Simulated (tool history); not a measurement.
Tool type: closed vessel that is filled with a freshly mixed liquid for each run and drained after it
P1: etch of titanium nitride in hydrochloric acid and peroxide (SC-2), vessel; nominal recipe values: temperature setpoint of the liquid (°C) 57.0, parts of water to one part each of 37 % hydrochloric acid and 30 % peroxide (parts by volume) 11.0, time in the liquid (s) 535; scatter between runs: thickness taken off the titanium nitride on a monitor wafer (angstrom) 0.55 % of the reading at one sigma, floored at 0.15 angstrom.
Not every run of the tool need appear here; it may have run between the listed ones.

run,day,temperature setpoint of the liquid (°C),parts of water to one part each of 37 % hydrochloric acid and 30 % peroxide (parts by volume),time in the liquid (s),hours since the thermometer was replaced,hours since the chemicals flow meter was replaced,hours since the drum of peroxide was connected,thickness taken off the titanium nitride on a monitor wafer (angstrom)
1,0.321,57.0,11.0,535,341.0,1453.7,448.1,279.940
2,0.588,43.5,11.0,535,347.4,1460.1,454.5,114.210
3,0.829,57.0,11.0,535,353.2,1465.9,460.3,282.830
4,1.192,57.0,11.0,535,361.9,1474.6,469.0,276.420
5,1.371,57.0,11.0,535,366.2,1478.9,473.3,282.170
6,1.658,72.0,11.0,535,373.1,1485.8,480.2,702.160
7,1.954,57.0,11.0,535,380.2,1492.9,487.3,279.780
8,2.308,57.0,16.0,535,388.7,1501.4,495.8,201.830
9,2.696,57.0,11.0,1060,398.0,1510.7,505.1,553.080
# day 2.796: thermometer replaced
10,3.083,57.0,11.0,90,6.9,1520.0,514.4,47.439
11,3.383,57.0,4.0,535,14.1,1527.2,521.6,607.160
12,3.738,57.0,15.5,990,22.6,1535.7,530.1,386.510

Run 13 comes next. What will it give?
13,4.071,57.0,11.0,535,30.6,1543.7,538.1,?

Run 13 measured thickness taken off the titanium nitride on a monitor wafer (angstrom) 280.980.
